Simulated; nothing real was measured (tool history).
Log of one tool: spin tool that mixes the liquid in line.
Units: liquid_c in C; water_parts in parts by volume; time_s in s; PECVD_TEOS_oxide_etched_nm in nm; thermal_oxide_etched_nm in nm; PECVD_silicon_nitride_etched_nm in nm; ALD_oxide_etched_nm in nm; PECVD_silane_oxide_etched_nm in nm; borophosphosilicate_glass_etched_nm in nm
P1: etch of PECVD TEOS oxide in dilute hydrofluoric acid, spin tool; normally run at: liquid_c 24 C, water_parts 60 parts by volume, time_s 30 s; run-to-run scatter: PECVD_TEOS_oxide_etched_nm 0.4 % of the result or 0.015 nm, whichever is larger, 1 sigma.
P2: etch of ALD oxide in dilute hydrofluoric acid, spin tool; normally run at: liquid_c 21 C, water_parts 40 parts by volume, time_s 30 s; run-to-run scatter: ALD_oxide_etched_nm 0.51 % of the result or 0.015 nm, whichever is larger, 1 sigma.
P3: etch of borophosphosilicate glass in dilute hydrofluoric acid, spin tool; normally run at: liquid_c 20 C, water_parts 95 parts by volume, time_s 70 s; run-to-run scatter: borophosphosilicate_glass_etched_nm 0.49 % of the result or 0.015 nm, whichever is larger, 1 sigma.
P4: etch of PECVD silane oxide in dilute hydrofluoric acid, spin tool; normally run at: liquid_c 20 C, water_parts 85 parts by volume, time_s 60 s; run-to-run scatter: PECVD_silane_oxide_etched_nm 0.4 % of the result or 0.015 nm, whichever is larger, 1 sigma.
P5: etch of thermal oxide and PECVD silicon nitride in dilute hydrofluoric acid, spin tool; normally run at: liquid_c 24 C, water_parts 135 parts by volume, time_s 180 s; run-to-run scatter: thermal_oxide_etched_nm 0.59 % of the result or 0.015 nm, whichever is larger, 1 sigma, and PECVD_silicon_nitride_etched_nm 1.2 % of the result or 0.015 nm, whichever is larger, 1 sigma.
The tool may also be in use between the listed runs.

run     day  process  liquid_c  water_parts  time_s  hours since the thermometer was replaced  hours since the hydrofluoric acid flow meter was replaced  PECVD_TEOS_oxide_etched_nm  thermal_oxide_etched_nm  PECVD_silicon_nitride_etched_nm  ALD_oxide_etched_nm  PECVD_silane_oxide_etched_nm  borophosphosilicate_glass_etched_nm
  1   0.329       P1        24           60      30                                     412.4                                                      807.5                      14.327
  2   0.608       P5        24          135     180                                     419.1                                                      814.2                                               5.7813                           2.2658
  3   0.838       P2        21           40      50                                     424.6                                                      819.7                                                                                                     38.179
  4   1.154       P1        24          105      15                                     432.2                                                      827.3                      3.8749
  5   1.433       P1        24           60      50                                     438.9                                                        834                       23.94
  6   1.825       P4        20           85      95                                     448.3                                                      843.4                                                                                                                                    20.69
  7   2.175       P1        24           60      30                                     456.7                                                      851.8                      14.373
  8   2.546       P1        24          110      30                                     465.6                                                      860.7                      7.3138
  9   2.929       P1        24           60      15                                     474.8                                                      869.9                      7.2222
 10   3.192       P5        24          220     180                                     481.1                                                      876.2                                               3.2616                           1.4122
 11   3.554       P1        29           60      60                                     489.8                                                      884.9                       35.17
 12   3.875       P1        24           60      30                                     497.5                                                      892.6                      14.408
 13   4.196       P4        20           85      60                                     505.2                                                      900.3                                                                                                                                   12.969
 14   4.608       P3        26           95      70                                     515.1                                                      910.2                                                                                                                                                                        37.964
 15   4.942       P4        20          150      60                                     523.1                                                      918.2                                                                                                                                   6.9297
 16   5.217       P1        24           60      30                                     529.7                                                      924.8                      14.375
 17   5.588       P2        21           60      30                                     538.6                                                      933.7                                                                                                     15.038
      5.788  -- thermometer replaced
 18   5.858       P1        24           30      30                                       1.8                                                      940.2                      30.002
 19     6.3       P1        30           60      30                                      12.4                                                      950.8                      18.292
 20   6.717       P4        20           85      60                                      22.4                                                      960.8                                                                                                                                   13.102
 21   7.017       P3        20           95      70                                      29.6                                                        968                                                                                                                                                                        29.892
 22   7.342       P5        24          135     335                                      37.4                                                      975.8                                                10.87                           4.2581
 23    7.65       P4        17           85      60                                      44.8                                                      983.2                                                                                                                                   11.598
 24   7.912       P3        20           95     115                                      51.1                                                      989.5                                                                                                                                                                         48.78
 25   8.108       P1        24           60      30                                      55.8                                                      994.2                      14.245
 26   8.521       P1        17           60      30                                      65.7                                                     1004.1                      10.644
 27   8.754       P3        20           95      70                                      71.3                                                     1009.7                                                                                                                                                                        29.767
 28   9.158       P3        20           45      70                                        81                                                     1019.4                                                                                                                                                                        66.489
 29   9.462       P2        21           40      30                                      88.3                                                     1026.7                                                                                                     23.039
 30     9.7       P1        24           60      30                                        94                                                     1032.4                      14.367
 31  10.017       P1      29.5           95      30                                     101.6                                                       1040                      10.809
 32  10.362       P5      27.5          135     180                                     109.9                                                     1048.3                                               6.6731                           2.9527
 33  10.662       P2        17           40      30                                     117.1                                                     1055.5                                                                                                     19.497
 34   11.05       P5        24          135     180                                     126.4                                                     1064.8                                               5.8356                           2.3406
 35  11.438       P1        24           60      30                                     135.7                                                     1074.1                      14.293
 36  11.725       P1        24           60      30                                     142.6                                                       1081                      14.062
 37  12.138       P1        24           60      30                                     152.5                                                     1090.9                      13.875
 38  12.392       P1        24           60      30                                     158.6                                                       1097                       13.76
 39  12.762       P1        24           60      30                                     167.5                                                     1105.9                      13.704
 40  13.225       P1        24           60      30                                     178.6                                                       1117                      13.603
 41  13.492       P1        24           60      30                                       185                                                     1123.4                      13.421
 42  13.796       P1        24           60      30                                     192.3                                                     1130.7                      13.463
 43  14.158       P1        24           60      30                                       201                                                     1139.4                      13.454

Run 44 comes next. What will it give?
 44  14.542       P1        24           60      30                                     210.2                                                     1148.6                           ?

{"run 44": {"PECVD_TEOS_oxide_etched_nm": 13.351}}
